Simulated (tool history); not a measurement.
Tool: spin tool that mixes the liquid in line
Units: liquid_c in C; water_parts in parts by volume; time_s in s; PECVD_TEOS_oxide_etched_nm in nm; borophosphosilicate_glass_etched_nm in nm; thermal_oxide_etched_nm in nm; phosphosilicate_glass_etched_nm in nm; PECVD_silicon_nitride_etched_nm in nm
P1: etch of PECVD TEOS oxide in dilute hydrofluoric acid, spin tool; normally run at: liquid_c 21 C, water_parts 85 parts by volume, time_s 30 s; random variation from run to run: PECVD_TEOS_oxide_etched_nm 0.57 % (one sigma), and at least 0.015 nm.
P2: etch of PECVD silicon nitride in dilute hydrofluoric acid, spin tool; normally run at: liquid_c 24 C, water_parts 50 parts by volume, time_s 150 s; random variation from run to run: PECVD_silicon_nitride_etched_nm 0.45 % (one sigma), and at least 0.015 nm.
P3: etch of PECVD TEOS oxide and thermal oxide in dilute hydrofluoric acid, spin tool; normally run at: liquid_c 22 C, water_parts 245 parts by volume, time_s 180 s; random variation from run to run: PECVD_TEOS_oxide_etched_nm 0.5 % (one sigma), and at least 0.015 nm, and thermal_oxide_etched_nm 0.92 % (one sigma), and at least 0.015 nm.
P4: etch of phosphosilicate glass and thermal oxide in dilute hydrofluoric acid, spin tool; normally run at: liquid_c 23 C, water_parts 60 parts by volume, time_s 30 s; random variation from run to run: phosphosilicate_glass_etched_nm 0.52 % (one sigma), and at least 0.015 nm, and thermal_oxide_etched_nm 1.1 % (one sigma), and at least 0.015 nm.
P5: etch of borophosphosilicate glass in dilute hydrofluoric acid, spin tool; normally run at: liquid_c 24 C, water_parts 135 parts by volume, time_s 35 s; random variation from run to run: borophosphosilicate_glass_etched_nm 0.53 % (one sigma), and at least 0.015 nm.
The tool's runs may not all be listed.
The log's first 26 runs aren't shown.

run   hour  process  liquid_c  water_parts  time_s  PECVD_TEOS_oxide_etched_nm  borophosphosilicate_glass_etched_nm  thermal_oxide_etched_nm  phosphosilicate_glass_etched_nm  PECVD_silicon_nitride_etched_nm
 27  185.1       P1        21           35      45                      35.783
 28  189.5       P1        21          145      30                      5.0942
 29  194.6       P2        24           90     150                                                                                                                                                      7.6216
 30  199.6       P5        32          135      35                                                           17.542
 31  206.5       P4        23           60      30                                                                                    2.4759                           29.403
 32  211.9       P3      26.5          245     180                      15.319                                                        3.3225
 33  218.6       P1        21           85      30                      9.3431
 34  223.3       P1        21           85      30                      9.2932
 35  228.3       P1        21           85      30                      9.4217
 36  235.9       P1        21           85      30                      9.5841
 37  243.2       P1        21           85      30                      9.7165
 38  247.3       P1        21           85      30                      9.8638

The next listed run, before its measurement:
 39  253.2       P1        21           85      30                           ?

Run 39 gave PECVD_TEOS_oxide_etched_nm 9.7872 nm.
